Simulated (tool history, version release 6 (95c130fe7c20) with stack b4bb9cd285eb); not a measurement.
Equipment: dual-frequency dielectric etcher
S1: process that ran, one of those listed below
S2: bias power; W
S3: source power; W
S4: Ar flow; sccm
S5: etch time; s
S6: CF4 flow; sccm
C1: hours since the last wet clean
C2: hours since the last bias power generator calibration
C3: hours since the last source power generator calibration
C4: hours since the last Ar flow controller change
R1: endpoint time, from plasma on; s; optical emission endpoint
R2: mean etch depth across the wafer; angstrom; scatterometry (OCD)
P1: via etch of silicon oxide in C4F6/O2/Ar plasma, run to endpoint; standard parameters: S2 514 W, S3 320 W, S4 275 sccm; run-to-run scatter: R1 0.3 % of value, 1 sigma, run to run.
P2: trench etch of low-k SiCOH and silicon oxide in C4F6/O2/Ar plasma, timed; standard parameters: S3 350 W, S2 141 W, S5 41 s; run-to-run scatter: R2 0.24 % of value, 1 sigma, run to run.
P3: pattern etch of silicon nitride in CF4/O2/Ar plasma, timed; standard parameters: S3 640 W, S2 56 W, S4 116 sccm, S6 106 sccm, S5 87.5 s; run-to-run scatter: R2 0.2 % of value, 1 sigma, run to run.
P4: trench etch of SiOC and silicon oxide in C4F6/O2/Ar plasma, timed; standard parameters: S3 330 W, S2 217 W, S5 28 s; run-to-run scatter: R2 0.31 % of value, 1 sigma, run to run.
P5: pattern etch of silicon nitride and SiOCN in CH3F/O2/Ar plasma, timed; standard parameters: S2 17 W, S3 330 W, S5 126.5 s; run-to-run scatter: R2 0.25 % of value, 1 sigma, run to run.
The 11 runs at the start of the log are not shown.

Run 12, hour 140.7: S1 P3, S2 56 W, S3 640 W, S4 116 sccm, S5 87.5 s, S6 144 sccm; C1 211.4; C2 3630.3; C3 2051.3; C4 733.5. Result: R2 2099.4 angstrom.
Run 13, hour 155: S1 P1, S2 514 W, S3 320 W, S4 385 sccm; C1 225.7; C2 3644.6; C3 2065.6; C4 747.8. Result: R1 24.916 s.
Run 14, hour 162.5: S1 P1, S2 514 W, S3 320 W, S4 275 sccm; C1 233.2; C2 3652.1; C3 2073.1; C4 755.3. Result: R1 23.996 s.
Run 15, hour 174.7: S1 P4, S2 217 W, S3 330 W, S5 28 s; C1 245.4; C2 3664.3; C3 2085.3; C4 767.5. Result: R2 549.96 angstrom.
Run 16, hour 185.8: S1 P1, S2 514 W, S3 240 W, S4 275 sccm; C1 256.5; C2 3675.4; C3 2096.4; C4 778.6. Result: R1 26.705 s.
Run 17, hour 196.4: S1 P3, S2 35 W, S3 640 W, S4 116 sccm, S5 87.5 s, S6 106 sccm; C1 267.1; C2 3686; C3 2107; C4 789.2. Result: R2 1708.9 angstrom.
Run 18, hour 207.7: S1 P1, S2 514 W, S3 410 W, S4 363 sccm; C1 278.4; C2 3697.3; C3 2118.3; C4 800.5. Result: R1 22.748 s.
Run 19, hour 218.1: S1 P5, S2 17 W, S3 330 W, S5 184.5 s; C1 288.8; C2 3707.7; C3 2128.7; C4 810.9. Result: R2 199.52 angstrom.
Run 20, hour 233.1: S1 P2, S2 141 W, S3 350 W, S5 41 s; C1 303.8; C2 3722.7; C3 2143.7; C4 825.9. Result: R2 1121.5 angstrom.
Run 21, hour 244.1: S1 P2, S2 105 W, S3 350 W, S5 41 s; C1 314.8; C2 3733.7; C3 2154.7; C4 836.9. Result: R2 1025.8 angstrom.
Run 22, hour 260.1: S1 P3, S2 56 W, S3 640 W, S4 116 sccm, S5 128.5 s, S6 106 sccm; C1 330.8; C2 3749.7; C3 2170.7; C4 852.9. Result: R2 2963.2 angstrom.
Run 23, hour 277: S1 P3, S2 56 W, S3 640 W, S4 77 sccm, S5 87.5 s, S6 106 sccm; C1 347.7; C2 3766.6; C3 2187.6; C4 869.8. Result: R2 2121.9 angstrom.
Run 24, hour 287.1: S1 P1, S2 377 W, S3 320 W, S4 275 sccm; C1 357.8; C2 3776.7; C3 2197.7; C4 879.9. Result: R1 27.009 s.

The next listed run, before its measurement:
Run 25, hour 298.2: S1 P2, S2 141 W, S3 350 W, S5 41 s; C1 368.9; C2 3787.8; C3 2208.8; C4 891. Result: R2 ?.

R2: 1117.3 angstrom
